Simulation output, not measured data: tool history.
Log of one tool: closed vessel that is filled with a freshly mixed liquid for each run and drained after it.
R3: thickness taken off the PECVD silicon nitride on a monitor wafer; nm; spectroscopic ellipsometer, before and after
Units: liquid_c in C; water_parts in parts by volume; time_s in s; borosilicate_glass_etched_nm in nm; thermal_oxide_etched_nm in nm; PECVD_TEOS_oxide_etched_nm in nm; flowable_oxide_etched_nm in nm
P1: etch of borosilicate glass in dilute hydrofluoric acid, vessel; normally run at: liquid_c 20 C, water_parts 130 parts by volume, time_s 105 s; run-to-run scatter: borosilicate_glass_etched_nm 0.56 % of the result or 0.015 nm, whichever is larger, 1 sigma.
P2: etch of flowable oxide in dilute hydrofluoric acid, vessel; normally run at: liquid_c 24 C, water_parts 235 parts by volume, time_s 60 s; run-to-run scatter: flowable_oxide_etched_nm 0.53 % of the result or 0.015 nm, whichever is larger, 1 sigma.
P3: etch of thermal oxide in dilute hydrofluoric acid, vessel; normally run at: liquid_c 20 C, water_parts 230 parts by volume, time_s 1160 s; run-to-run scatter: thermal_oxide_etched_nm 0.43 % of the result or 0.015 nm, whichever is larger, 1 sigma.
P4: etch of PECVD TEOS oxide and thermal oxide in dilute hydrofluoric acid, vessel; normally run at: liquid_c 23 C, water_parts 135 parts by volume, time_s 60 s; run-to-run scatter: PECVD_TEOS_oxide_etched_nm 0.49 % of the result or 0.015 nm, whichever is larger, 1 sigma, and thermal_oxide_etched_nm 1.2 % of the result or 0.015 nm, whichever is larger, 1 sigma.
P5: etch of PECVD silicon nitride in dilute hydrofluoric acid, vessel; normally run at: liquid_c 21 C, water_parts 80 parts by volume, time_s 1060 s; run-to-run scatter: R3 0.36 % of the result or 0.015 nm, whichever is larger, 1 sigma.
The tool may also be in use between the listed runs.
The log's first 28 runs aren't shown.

{"run": 29, "hour": 302.0, "process": "P3", "liquid_c": 20, "water_parts": 230, "time_s": 1160, "thermal_oxide_etched_nm": 16.381}
{"run": 30, "hour": 309.0, "process": "P4", "liquid_c": 23, "water_parts": 135, "time_s": 120, "thermal_oxide_etched_nm": 3.9229, "PECVD_TEOS_oxide_etched_nm": 12.871}
{"run": 31, "hour": 316.5, "process": "P1", "liquid_c": 20, "water_parts": 130, "time_s": 105, "borosilicate_glass_etched_nm": 22.382}
{"run": 32, "hour": 326.6, "process": "P5", "liquid_c": 17, "water_parts": 80, "time_s": 1060, "R3": 22.488}
{"run": 33, "hour": 336.5, "process": "P1", "liquid_c": 20, "water_parts": 130, "time_s": 105, "borosilicate_glass_etched_nm": 22.592}
{"run": 34, "hour": 347.5, "process": "P1", "liquid_c": 20, "water_parts": 130, "time_s": 105, "borosilicate_glass_etched_nm": 22.078}
{"run": 35, "hour": 359.7, "process": "P1", "liquid_c": 20, "water_parts": 130, "time_s": 105, "borosilicate_glass_etched_nm": 21.759}
{"run": 36, "hour": 370.9, "process": "P1", "liquid_c": 20, "water_parts": 130, "time_s": 105, "borosilicate_glass_etched_nm": 21.513}
{"run": 37, "hour": 384.4, "process": "P1", "liquid_c": 20, "water_parts": 130, "time_s": 105, "borosilicate_glass_etched_nm": 21.334}
{"run": 38, "hour": 397.0, "process": "P1", "liquid_c": 20, "water_parts": 130, "time_s": 105, "borosilicate_glass_etched_nm": 21.312}
{"run": 39, "hour": 407.7, "process": "P1", "liquid_c": 20, "water_parts": 130, "time_s": 105, "borosilicate_glass_etched_nm": 21.155}
{"run": 40, "hour": 418.6, "process": "P1", "liquid_c": 20, "water_parts": 130, "time_s": 105, "borosilicate_glass_etched_nm": 21.102}

Forecast run 41:
{"run": 41, "hour": 426.8, "process": "P1", "liquid_c": 20, "water_parts": 130, "time_s": 105, "borosilicate_glass_etched_nm": "?"}

borosilicate_glass_etched_nm: 21.214 nm

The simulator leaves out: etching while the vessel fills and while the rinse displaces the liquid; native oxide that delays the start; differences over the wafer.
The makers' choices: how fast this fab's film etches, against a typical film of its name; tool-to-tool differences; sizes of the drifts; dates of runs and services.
